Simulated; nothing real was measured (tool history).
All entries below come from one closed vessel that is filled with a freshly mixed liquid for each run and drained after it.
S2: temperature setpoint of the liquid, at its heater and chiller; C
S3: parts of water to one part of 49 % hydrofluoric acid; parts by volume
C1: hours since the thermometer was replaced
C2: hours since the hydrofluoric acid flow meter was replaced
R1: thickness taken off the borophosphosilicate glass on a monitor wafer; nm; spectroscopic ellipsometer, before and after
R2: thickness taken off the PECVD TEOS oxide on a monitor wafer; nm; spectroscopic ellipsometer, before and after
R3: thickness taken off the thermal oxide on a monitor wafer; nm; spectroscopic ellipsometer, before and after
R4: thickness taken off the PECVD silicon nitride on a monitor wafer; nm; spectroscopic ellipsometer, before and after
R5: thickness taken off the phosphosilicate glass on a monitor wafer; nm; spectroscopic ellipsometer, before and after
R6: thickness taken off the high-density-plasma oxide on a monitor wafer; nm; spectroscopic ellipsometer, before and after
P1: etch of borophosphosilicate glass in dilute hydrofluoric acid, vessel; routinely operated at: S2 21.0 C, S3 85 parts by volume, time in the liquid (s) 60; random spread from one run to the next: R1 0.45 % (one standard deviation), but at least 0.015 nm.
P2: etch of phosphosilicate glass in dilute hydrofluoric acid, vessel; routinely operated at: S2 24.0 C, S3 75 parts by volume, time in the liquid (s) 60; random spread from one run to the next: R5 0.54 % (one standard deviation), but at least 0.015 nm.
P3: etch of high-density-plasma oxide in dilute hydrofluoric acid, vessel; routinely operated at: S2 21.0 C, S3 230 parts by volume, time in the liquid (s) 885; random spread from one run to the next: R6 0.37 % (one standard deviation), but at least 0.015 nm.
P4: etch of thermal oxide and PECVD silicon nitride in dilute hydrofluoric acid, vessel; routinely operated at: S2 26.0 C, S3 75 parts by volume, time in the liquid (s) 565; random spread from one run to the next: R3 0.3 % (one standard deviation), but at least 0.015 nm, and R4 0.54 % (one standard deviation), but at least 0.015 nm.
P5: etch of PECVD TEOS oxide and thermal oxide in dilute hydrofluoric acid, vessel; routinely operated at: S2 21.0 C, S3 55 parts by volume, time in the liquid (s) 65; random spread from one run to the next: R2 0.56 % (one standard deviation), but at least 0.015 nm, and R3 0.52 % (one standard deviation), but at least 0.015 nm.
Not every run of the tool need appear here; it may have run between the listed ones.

run 1 hour=11.0 | process_that_ran=P1 S2=21.0 S3=85 time_in_the_liquid_(s)=60 | C1=492.7 C2=266.6 | R1=20.517
run 2 hour=22.0 | process_that_ran=P1 S2=21.0 S3=85 time_in_the_liquid_(s)=60 | C1=503.7 C2=277.6 | R1=20.531
run 3 hour=33.2 | process_that_ran=P5 S2=21.0 S3=55 time_in_the_liquid_(s)=65 | C1=514.9 C2=288.8 | R2=15.6510 R3=5.2872
run 4 hour=49.0 | process_that_ran=P4 S2=33.5 S3=75 time_in_the_liquid_(s)=565 | C1=530.7 C2=304.6 | R3=57.1950 R4=70.028
run 5 hour=59.1 | process_that_ran=P2 S2=24.0 S3=35 time_in_the_liquid_(s)=60 | C1=540.8 C2=314.7 | R5=201.250
run 6 hour=72.7 | process_that_ran=P1 S2=21.0 S3=85 time_in_the_liquid_(s)=60 | C1=554.4 C2=328.3 | R1=20.360
run 7 hour=86.7 | process_that_ran=P1 S2=21.0 S3=85 time_in_the_liquid_(s)=30 | C1=568.4 C2=342.3 | R1=10.190
run 8 hour=101.4 | process_that_ran=P1 S2=25.0 S3=85 time_in_the_liquid_(s)=30 | C1=583.1 C2=357.0 | R1=12.078
run 9 hour=110.1 | process_that_ran=P5 S2=21.0 S3=55 time_in_the_liquid_(s)=65 | C1=591.8 C2=365.7 | R2=15.5980 R3=5.2517
run 10 hour=126.9 | process_that_ran=P3 S2=21.0 S3=230 time_in_the_liquid_(s)=1585 | C1=608.6 C2=382.5 | R6=40.143
run 11 hour=136.0 | process_that_ran=P4 S2=26.0 S3=75 time_in_the_liquid_(s)=995 | C1=617.7 C2=391.6 | R3=75.6640 R4=76.657
run 12 hour=147.9 | process_that_ran=P1 S2=21.0 S3=85 time_in_the_liquid_(s)=85 | C1=629.6 C2=403.5 | R1=28.959
run 13 hour=157.7 | process_that_ran=P1 S2=28.5 S3=85 time_in_the_liquid_(s)=60 | C1=639.4 C2=413.3 | R1=27.496
run 14 hour=169.4 | process_that_ran=P3 S2=27.0 S3=230 time_in_the_liquid_(s)=885 | C1=651.1 C2=425.0 | R6=27.560
run 15 hour=185.5 | process_that_ran=P3 S2=21.0 S3=230 time_in_the_liquid_(s)=885 | C1=667.2 C2=441.1 | R6=22.401
run 16 hour=202.3 | process_that_ran=P2 S2=24.0 S3=75 time_in_the_liquid_(s)=60 | C1=684.0 C2=457.9 | R5=89.313
run 17 hour=219.5 | process_that_ran=P1 S2=17.0 S3=85 time_in_the_liquid_(s)=60 | C1=701.2 C2=475.1 | R1=17.275
run 18 hour=233.8 | process_that_ran=P1 S2=21.0 S3=30 time_in_the_liquid_(s)=60 | C1=715.5 C2=489.4 | R1=62.454
run 19 hour=249.2 | process_that_ran=P5 S2=21.0 S3=20 time_in_the_liquid_(s)=65 | C1=730.9 C2=504.8 | R2=44.8320 R3=15.1200
run 20 hour=264.9 | process_that_ran=P4 S2=26.0 S3=20 time_in_the_liquid_(s)=565 | C1=746.6 C2=520.5 | R3=173.9900 R4=158.280
run 21 hour=277.6 | process_that_ran=P3 S2=21.0 S3=85 time_in_the_liquid_(s)=885 | C1=759.3 C2=533.2 | R6=70.954
run 22 hour=293.9 | process_that_ran=P2 S2=32.5 S3=75 time_in_the_liquid_(s)=60 | C1=775.6 C2=549.5 | R5=125.320
run 23 hour=308.1 | process_that_ran=P4 S2=26.0 S3=75 time_in_the_liquid_(s)=565 | C1=789.8 C2=563.7 | R3=42.8340 R4=44.088
run 24 hour=327.0 | process_that_ran=P5 S2=21.0 S3=55 time_in_the_liquid_(s)=30 | C1=808.7 C2=582.6 | R2=7.2048 R3=2.4341
run 25 hour=337.9 | process_that_ran=P2 S2=24.0 S3=75 time_in_the_liquid_(s)=60 | C1=819.6 C2=593.5 | R5=89.689
run 26 hour=351.5 | process_that_ran=P4 S2=26.0 S3=75 time_in_the_liquid_(s)=565 | C1=833.2 C2=607.1 | R3=42.8520 R4=44.251
run 27 hour=370.4 | process_that_ran=P1 S2=21.0 S3=85 time_in_the_liquid_(s)=60 | C1=852.1 C2=626.0 | R1=20.355
run 28 hour=382.5 | process_that_ran=P1 S2=21.0 S3=85 time_in_the_liquid_(s)=60 | C1=864.2 C2=638.1 | R1=20.600
run 29 hour=393.5 | process_that_ran=P1 S2=21.0 S3=85 time_in_the_liquid_(s)=60 | C1=875.2 C2=649.1 | R1=20.378
run 30 hour=402.6 | process_that_ran=P1 S2=21.0 S3=130 time_in_the_liquid_(s)=60 | C1=884.3 C2=658.2 | R1=12.720
run 31 hour=416.6 | process_that_ran=P5 S2=29.0 S3=55 time_in_the_liquid_(s)=65 | C1=898.3 C2=672.2 | R2=21.7220 R3=7.2741
run 32 hour=435.6 | process_that_ran=P2 S2=24.0 S3=75 time_in_the_liquid_(s)=30 | C1=917.3 C2=691.2 | R5=44.445
run 33 hour=452.3 | process_that_ran=P1 S2=21.0 S3=85 time_in_the_liquid_(s)=60 | C1=934.0 C2=707.9 | R1=20.536
run 34 hour=461.0 | process_that_ran=P1 S2=21.0 S3=85 time_in_the_liquid_(s)=60 | C1=942.7 C2=716.6 | R1=20.729
run 35 hour=476.0 | process_that_ran=P1 S2=21.0 S3=85 time_in_the_liquid_(s)=60 | C1=957.7 C2=731.6 | R1=21.389
run 36 hour=491.2 | process_that_ran=P1 S2=21.0 S3=85 time_in_the_liquid_(s)=60 | C1=972.9 C2=746.8 | R1=21.628
run 37 hour=507.8 | process_that_ran=P1 S2=21.0 S3=85 time_in_the_liquid_(s)=60 | C1=989.5 C2=763.4 | R1=21.545
run 38 hour=525.8 | process_that_ran=P1 S2=21.0 S3=85 time_in_the_liquid_(s)=60 | C1=1007.5 C2=781.4 | R1=21.555
run 39 hour=542.5 | process_that_ran=P1 S2=21.0 S3=85 time_in_the_liquid_(s)=60 | C1=1024.2 C2=798.1 | R1=21.686
run 40 hour=551.4 | process_that_ran=P1 S2=21.0 S3=85 time_in_the_liquid_(s)=60 | C1=1033.1 C2=807.0 | R1=21.766
run 41 hour=569.5 | process_that_ran=P1 S2=21.0 S3=85 time_in_the_liquid_(s)=60 | C1=1051.2 C2=825.1 | R1=21.705

Something has made what P1 gives creep away from where it was; the 2 causes below, each at its own stated size, fit the log equally well:
A: hydrofluoric acid flow above the setpoint (%) = 6.11
B: liquid hotter than its thermometer reads (K) = 1.6
The drift started at roughly hour 452.3.

Each of the 4 check runs below uses one wafer; its results are left as question marks. Which run tells the causes apart?
run check 1 hour=587.6 | process_that_ran=P4 S2=26.0 S3=30 time_in_the_liquid_(s)=565 | R3=? R4=?
run check 2 hour=587.6 | process_that_ran=P2 S2=31.0 S3=75 time_in_the_liquid_(s)=30 | R5=?
run check 3 hour=587.6 | process_that_ran=P5 S2=29.0 S3=55 time_in_the_liquid_(s)=65 | R2=? R3=?
run check 4 hour=587.6 | process_that_ran=P3 S2=21.0 S3=120 time_in_the_liquid_(s)=885 | R6=?

What every check run would give for each of its results, assuming each possible cause in turn:
check=check_1 result=R3 if_A=121.3000 if_B=121.7500
check=check_1 result=R4 if_A=113.950 if_B=119.720
check=check_2 result=R5 if_A=62.909 if_B=62.565
check=check_3 result=R2 if_A=23.0130 if_B=22.9780
check=check_3 result=R3 if_A=7.7685 if_B=7.7568
check=check_4 result=R6 if_A=51.402 if_B=51.237
Minimum pairwise separation of causes per check, each pair taken at its best-separating result: check 1 4.94 %; check 2 0.55 %; check 3 0.15 %; check 4 0.32 %
Check 1 distinguishes between the causes, while the remaining checks would return nearly the same result for all of them.

Then check 1 was run and gave: R3 121.6000 nm; R4 114.100 nm. Which cause is it?

Of the candidate causes, it is A: hydrofluoric acid flow above the setpoint (%).
